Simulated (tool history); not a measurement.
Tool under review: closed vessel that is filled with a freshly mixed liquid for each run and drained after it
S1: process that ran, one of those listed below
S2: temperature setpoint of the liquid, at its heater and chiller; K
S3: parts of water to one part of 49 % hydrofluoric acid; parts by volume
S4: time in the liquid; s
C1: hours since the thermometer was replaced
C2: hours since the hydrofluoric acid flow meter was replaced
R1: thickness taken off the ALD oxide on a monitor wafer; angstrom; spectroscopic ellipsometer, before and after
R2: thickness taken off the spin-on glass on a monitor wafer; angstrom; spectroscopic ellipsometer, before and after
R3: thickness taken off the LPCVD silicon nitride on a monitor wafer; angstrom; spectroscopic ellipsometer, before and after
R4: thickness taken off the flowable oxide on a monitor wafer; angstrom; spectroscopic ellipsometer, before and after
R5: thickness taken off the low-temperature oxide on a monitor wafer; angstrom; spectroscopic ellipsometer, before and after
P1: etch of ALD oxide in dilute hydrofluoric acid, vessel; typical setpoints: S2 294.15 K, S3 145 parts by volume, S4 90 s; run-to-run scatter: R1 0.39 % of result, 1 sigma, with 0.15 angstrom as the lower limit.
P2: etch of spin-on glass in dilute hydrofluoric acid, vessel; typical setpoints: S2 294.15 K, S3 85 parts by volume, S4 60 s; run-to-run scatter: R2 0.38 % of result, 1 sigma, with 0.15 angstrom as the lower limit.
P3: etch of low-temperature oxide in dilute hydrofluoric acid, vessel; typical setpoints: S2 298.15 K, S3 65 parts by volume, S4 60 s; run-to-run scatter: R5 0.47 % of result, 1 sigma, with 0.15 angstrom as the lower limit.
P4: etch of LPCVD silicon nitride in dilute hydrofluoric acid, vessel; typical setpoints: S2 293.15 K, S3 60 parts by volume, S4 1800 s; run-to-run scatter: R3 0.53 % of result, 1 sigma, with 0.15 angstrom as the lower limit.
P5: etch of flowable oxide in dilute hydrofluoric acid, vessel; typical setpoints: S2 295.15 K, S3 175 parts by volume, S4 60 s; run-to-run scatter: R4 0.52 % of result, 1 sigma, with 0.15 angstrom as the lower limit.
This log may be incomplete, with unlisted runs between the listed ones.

run   hour  S1      S2   S3    S4     C1      C2      R1      R2      R3      R4      R5
  1    3.7  P1  294.15  145    90  122.2  1183.2  56.601
  2    7.7  P2  294.15   85    60  126.2  1187.2          243.41
  3   11.4  P1  294.15  145    90  129.9  1190.9  56.783
  4   14.3  P1  290.15  145    90  132.8  1193.8  48.613
  5   18.1  P1  294.15   40    90  136.6  1197.6  233.33
  6   22.4  P4  293.15  105  1800  140.9  1201.9                  60.554
  7     27  P2  294.15   85   100  145.5  1206.5          405.15
  8     31  P4  293.15   60  1800  149.5  1210.5                  105.52
  9   33.6  P1  302.15  145    90  152.1  1213.1   77.74
 10   38.7  P4  290.15   60  1800  157.2  1218.2                  84.696
 11   41.7  P1  294.15  145    90  160.2  1221.2  57.247
 12   46.3  P5  295.15  175    60  164.8  1225.8                          114.88
 13   49.6  P1  294.15  145    90  168.1  1229.1  56.867
 14   52.8  P1  294.15  145    30  171.3  1232.3  19.069
 15   56.3  P3  298.15   65    95  174.8  1235.8                                   561.1
 16   60.7  P1  294.15  145    90  179.2  1240.2  56.728
 17   63.6  P3  293.65   65    60  182.1  1243.1                                  293.18
 18   67.9  P4  293.15   60   320  186.4  1247.4                   18.54
 19   72.3  P1  294.15  145    90  190.8  1251.8  57.113
 20   74.9  P2  294.15  120    60  193.4  1254.4          164.91
 21     78  P2  290.15   85    60  196.5  1257.5          206.22
 22   82.9  P3  298.15   65    60  201.4  1262.4                                  351.58
 23   86.9  P5  295.15  280    60  205.4  1266.4                          64.753
 24   91.7  P5  295.15  175    85  210.2  1271.2                          161.99
 25   95.7  P1  294.15  215    90  214.2  1275.2  35.794
 26  100.8  P1  294.15  145    90  219.3  1280.3  57.212
 27    104  P5  295.15  175    60  222.5  1283.5                          115.63
 28  107.2  P1  290.15  145   160  225.7  1286.7  86.455
 29  109.8  P1  294.15  145   175  228.3  1289.3  109.86
 30  112.3  P3  298.15  115    60  230.8  1291.8                                  187.39
 31  116.5  P5  290.15  175    60    235    1296                          94.647
 32  120.9  P1  294.15  145    90  239.4  1300.4  56.852
 33  123.8  P1  294.15  145    90  242.3  1303.3  55.713
 34  128.2  P1  294.15  145    90  246.7  1307.7   54.17
 35  133.3  P1  294.15  145    90  251.8  1312.8  53.367
 36  136.1  P1  294.15  145    90  254.6  1315.6  52.899
 37  138.4  P1  294.15  145    90  256.9  1317.9  53.037
 38  140.8  P1  294.15  145    90  259.3  1320.3   52.66
 39  143.6  P1  294.15  145    90  262.1  1323.1  52.482
 40  147.3  P1  294.15  145    90  265.8  1326.8  52.579
 41  151.8  P1  294.15  145    90  270.3  1331.3  52.446
 42  156.8  P1  294.15  145    90  275.3  1336.3  52.944

Something has made what P1 gives creep away from where it was; the 2 causes below, each at its own stated size, fit the log equally well:
A: liquid colder than its thermometer reads (K) = 2.09
B: hydrofluoric acid flow below the setpoint (%) = 6.93
The creep began at about hour 120.9.

Consider the 4 single-wafer check runs listed below, results given as question marks: which one distinguishes between the causes by giving clearly different results for each?
check 1  161.8  P4  293.15   60  1800                   ?
check 2  161.8  P2  294.15   85    60               ?
check 3  161.8  P3  298.15   65    60                           ?
check 4  161.8  P5  295.15  175    60                       ?

Predicted outcomes, by check and by cause:
  check  result    if A    if B
check 1      R3  90.513  97.633
check 2      R2  222.75  224.44
check 3      R5  324.97  327.19
check 4      R4   106.1  105.63
Gap, in per cent, between the two causes that each check separates least, read from the result that separates them most: check 1 7.57 %; check 2 0.75 %; check 3 0.68 %; check 4 0.44 %
Check 1 is the one run that separates the causes; every other check would come out nearly the same whichever cause is at work.

Check 1 has now been run. It gave: R3 90.897 angstrom. Which of the candidate causes is it?

The correct cause is A, namely: liquid colder than its thermometer reads (K).
